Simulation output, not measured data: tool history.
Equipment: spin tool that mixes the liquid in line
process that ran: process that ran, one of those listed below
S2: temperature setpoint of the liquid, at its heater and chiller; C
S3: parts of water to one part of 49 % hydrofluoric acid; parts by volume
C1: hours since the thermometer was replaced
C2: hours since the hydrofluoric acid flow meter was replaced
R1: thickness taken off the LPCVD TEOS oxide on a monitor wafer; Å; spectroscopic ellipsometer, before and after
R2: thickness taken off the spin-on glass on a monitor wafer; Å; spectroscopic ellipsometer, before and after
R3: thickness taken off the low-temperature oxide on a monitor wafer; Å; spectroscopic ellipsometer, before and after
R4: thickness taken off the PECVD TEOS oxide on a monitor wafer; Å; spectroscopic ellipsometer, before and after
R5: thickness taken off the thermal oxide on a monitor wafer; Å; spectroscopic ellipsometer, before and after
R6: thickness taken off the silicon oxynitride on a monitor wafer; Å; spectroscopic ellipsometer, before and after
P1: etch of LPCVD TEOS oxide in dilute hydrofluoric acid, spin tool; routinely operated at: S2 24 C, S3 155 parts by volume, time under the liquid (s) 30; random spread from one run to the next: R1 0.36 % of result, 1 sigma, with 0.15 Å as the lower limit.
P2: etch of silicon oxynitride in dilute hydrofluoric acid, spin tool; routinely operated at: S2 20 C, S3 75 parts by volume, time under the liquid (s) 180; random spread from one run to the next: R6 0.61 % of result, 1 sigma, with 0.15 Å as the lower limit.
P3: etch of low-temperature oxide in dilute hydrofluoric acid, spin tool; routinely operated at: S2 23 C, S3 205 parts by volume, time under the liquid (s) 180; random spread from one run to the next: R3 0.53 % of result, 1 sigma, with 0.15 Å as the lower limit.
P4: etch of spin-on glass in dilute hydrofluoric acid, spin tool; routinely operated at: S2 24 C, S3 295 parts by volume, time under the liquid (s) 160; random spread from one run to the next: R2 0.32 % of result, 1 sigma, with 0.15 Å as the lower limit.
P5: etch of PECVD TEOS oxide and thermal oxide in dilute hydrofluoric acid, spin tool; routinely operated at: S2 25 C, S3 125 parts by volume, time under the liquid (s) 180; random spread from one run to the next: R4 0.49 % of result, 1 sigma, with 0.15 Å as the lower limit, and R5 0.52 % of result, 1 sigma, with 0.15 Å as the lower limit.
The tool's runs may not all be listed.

{"run": 1, "hour": 15.3, "process that ran": "P1", "S2": 24, "S3": 155, "time under the liquid (s)": 30, "C1": 310.9, "C2": 320.1, "R1": 100.21}
{"run": 2, "hour": 23.4, "process that ran": "P1", "S2": 24, "S3": 155, "time under the liquid (s)": 30, "C1": 319, "C2": 328.2, "R1": 100.95}
{"run": 3, "hour": 39.2, "process that ran": "P1", "S2": 29, "S3": 155, "time under the liquid (s)": 30, "C1": 334.8, "C2": 344, "R1": 121.31}
{"run": 4, "hour": 48.5, "process that ran": "P1", "S2": 27.5, "S3": 155, "time under the liquid (s)": 15, "C1": 344.1, "C2": 353.3, "R1": 57.433}
{"hour": 54.0, "done": "hydrofluoric acid flow meter replaced"}
{"run": 5, "hour": 59.1, "process that ran": "P4", "S2": 24, "S3": 295, "time under the liquid (s)": 160, "C1": 354.7, "C2": 5.2, "R2": 144.76}
{"run": 6, "hour": 73.2, "process that ran": "P1", "S2": 24, "S3": 155, "time under the liquid (s)": 30, "C1": 368.8, "C2": 19.3, "R1": 101.17}
{"run": 7, "hour": 82.0, "process that ran": "P1", "S2": 24, "S3": 155, "time under the liquid (s)": 30, "C1": 377.6, "C2": 28.1, "R1": 100.55}
{"run": 8, "hour": 94.6, "process that ran": "P3", "S2": 23, "S3": 345, "time under the liquid (s)": 180, "C1": 390.2, "C2": 40.7, "R3": 50.405}
{"run": 9, "hour": 107.0, "process that ran": "P4", "S2": 24, "S3": 295, "time under the liquid (s)": 255, "C1": 402.6, "C2": 53.1, "R2": 230.7}
{"run": 10, "hour": 119.8, "process that ran": "P1", "S2": 24, "S3": 60, "time under the liquid (s)": 45, "C1": 415.4, "C2": 65.9, "R1": 439.31}
{"run": 11, "hour": 131.4, "process that ran": "P4", "S2": 24, "S3": 80, "time under the liquid (s)": 160, "C1": 427, "C2": 77.5, "R2": 676.35}
{"run": 12, "hour": 143.3, "process that ran": "P1", "S2": 24, "S3": 40, "time under the liquid (s)": 30, "C1": 438.9, "C2": 89.4, "R1": 450.38}
{"run": 13, "hour": 154.0, "process that ran": "P5", "S2": 25, "S3": 125, "time under the liquid (s)": 180, "C1": 449.6, "C2": 100.1, "R4": 142.46, "R5": 72.453}
{"run": 14, "hour": 164.2, "process that ran": "P3", "S2": 23, "S3": 205, "time under the liquid (s)": 180, "C1": 459.8, "C2": 110.3, "R3": 96.87}
{"run": 15, "hour": 174.0, "process that ran": "P2", "S2": 20, "S3": 20, "time under the liquid (s)": 180, "C1": 469.6, "C2": 120.1, "R6": 227.6}
{"run": 16, "hour": 188.9, "process that ran": "P2", "S2": 20, "S3": 75, "time under the liquid (s)": 25, "C1": 484.5, "C2": 135, "R6": 8.1412}
{"run": 17, "hour": 199.9, "process that ran": "P2", "S2": 17, "S3": 75, "time under the liquid (s)": 180, "C1": 495.5, "C2": 146, "R6": 50.445}
{"run": 18, "hour": 212.3, "process that ran": "P5", "S2": 25, "S3": 125, "time under the liquid (s)": 310, "C1": 507.9, "C2": 158.4, "R4": 247.62, "R5": 123.52}
{"run": 19, "hour": 219.8, "process that ran": "P1", "S2": 17, "S3": 155, "time under the liquid (s)": 30, "C1": 515.4, "C2": 165.9, "R1": 76.225}
{"run": 20, "hour": 235.1, "process that ran": "P1", "S2": 24, "S3": 155, "time under the liquid (s)": 30, "C1": 530.7, "C2": 181.2, "R1": 100.23}
{"run": 21, "hour": 243.1, "process that ran": "P3", "S2": 23, "S3": 205, "time under the liquid (s)": 75, "C1": 538.7, "C2": 189.2, "R3": 40.573}
{"run": 22, "hour": 252.7, "process that ran": "P5", "S2": 25, "S3": 25, "time under the liquid (s)": 180, "C1": 548.3, "C2": 198.8, "R4": 817.48, "R5": 413.69}
{"run": 23, "hour": 260.9, "process that ran": "P1", "S2": 24, "S3": 280, "time under the liquid (s)": 30, "C1": 556.5, "C2": 207, "R1": 48.671}
{"run": 24, "hour": 276.2, "process that ran": "P3", "S2": 17, "S3": 205, "time under the liquid (s)": 180, "C1": 571.8, "C2": 222.3, "R3": 76.874}
{"run": 25, "hour": 284.8, "process that ran": "P1", "S2": 24, "S3": 155, "time under the liquid (s)": 30, "C1": 580.4, "C2": 230.9, "R1": 100.95}
{"run": 26, "hour": 296.4, "process that ran": "P1", "S2": 24, "S3": 155, "time under the liquid (s)": 15, "C1": 592, "C2": 242.5, "R1": 50.622}
{"run": 27, "hour": 303.3, "process that ran": "P1", "S2": 24, "S3": 155, "time under the liquid (s)": 55, "C1": 598.9, "C2": 249.4, "R1": 184.91}
{"run": 28, "hour": 312.4, "process that ran": "P4", "S2": 28, "S3": 295, "time under the liquid (s)": 160, "C1": 608, "C2": 258.5, "R2": 166.57}
{"run": 29, "hour": 323.3, "process that ran": "P5", "S2": 29.5, "S3": 125, "time under the liquid (s)": 180, "C1": 618.9, "C2": 269.4, "R4": 168.97, "R5": 84.912}
{"run": 30, "hour": 330.1, "process that ran": "P1", "S2": 27.5, "S3": 65, "time under the liquid (s)": 30, "C1": 625.7, "C2": 276.2, "R1": 308.51}
{"run": 31, "hour": 344.5, "process that ran": "P2", "S2": 20, "S3": 75, "time under the liquid (s)": 180, "C1": 640.1, "C2": 290.6, "R6": 58.085}
{"run": 32, "hour": 354.6, "process that ran": "P4", "S2": 24, "S3": 295, "time under the liquid (s)": 160, "C1": 650.2, "C2": 300.7, "R2": 143.71}
{"run": 33, "hour": 370.0, "process that ran": "P1", "S2": 24, "S3": 155, "time under the liquid (s)": 30, "C1": 665.6, "C2": 316.1, "R1": 100.63}
{"run": 34, "hour": 377.7, "process that ran": "P1", "S2": 24, "S3": 155, "time under the liquid (s)": 30, "C1": 673.3, "C2": 323.8, "R1": 97.502}
{"run": 35, "hour": 391.2, "process that ran": "P1", "S2": 24, "S3": 155, "time under the liquid (s)": 30, "C1": 686.8, "C2": 337.3, "R1": 95.869}
{"run": 36, "hour": 398.1, "process that ran": "P1", "S2": 24, "S3": 155, "time under the liquid (s)": 30, "C1": 693.7, "C2": 344.2, "R1": 94.601}
{"run": 37, "hour": 406.9, "process that ran": "P1", "S2": 24, "S3": 155, "time under the liquid (s)": 30, "C1": 702.5, "C2": 353, "R1": 93.785}
{"run": 38, "hour": 415.0, "process that ran": "P1", "S2": 24, "S3": 155, "time under the liquid (s)": 30, "C1": 710.6, "C2": 361.1, "R1": 93.231}
{"run": 39, "hour": 430.3, "process that ran": "P1", "S2": 24, "S3": 155, "time under the liquid (s)": 30, "C1": 725.9, "C2": 376.4, "R1": 93.282}

What P1 gives has crept off from where it sat before. The 2 causes that follow fit the log equally well, each at the size noted:
A: hydrofluoric acid flow below the setpoint (%) = 6.29
B: liquid colder than its thermometer reads (K) = 2
The process output started creeping at around hour 370.

The 4 check runs listed below each average the results of 2 wafers, and their outcomes are marked with question marks. Under which run would the listed causes produce clearly different results?
{"run": "check 1", "hour": 445.6, "process that ran": "P4", "S2": 24, "S3": 115, "time under the liquid (s)": 160, "R2": "?"}
{"run": "check 2", "hour": 445.6, "process that ran": "P5", "S2": 29.5, "S3": 70, "time under the liquid (s)": 180, "R4": "?", "R5": "?"}
{"run": "check 3", "hour": 445.6, "process that ran": "P2", "S2": 17, "S3": 25, "time under the liquid (s)": 180, "R6": "?"}
{"run": "check 4", "hour": 445.6, "process that ran": "P3", "S2": 20, "S3": 325, "time under the liquid (s)": 180, "R3": "?"}

Outcome of each check run for each possible cause:
check=check_1 result=R2 if_A=418.26 if_B=416.21
check=check_2 result=R4 if_A=304.88 if_B=303.01
check=check_2 result=R5 if_A=153.31 if_B=152.37
check=check_3 result=R6 if_A=145.62 if_B=139.95
check=check_4 result=R3 if_A=44.906 if_B=45.397
Distance between the nearest two causes, measured in the result of the check that separates them most: check 1 0.49 %; check 2 0.61 %; check 3 3.97 %; check 4 1.09 %
The other checks would show nearly matching results whichever cause is true, so check 3 is the only one that separates the causes.

The results of check 3 are: R6 140.47 Å. Based on these, which of the listed causes is it?

The correct cause is B, namely: liquid colder than its thermometer reads (K).

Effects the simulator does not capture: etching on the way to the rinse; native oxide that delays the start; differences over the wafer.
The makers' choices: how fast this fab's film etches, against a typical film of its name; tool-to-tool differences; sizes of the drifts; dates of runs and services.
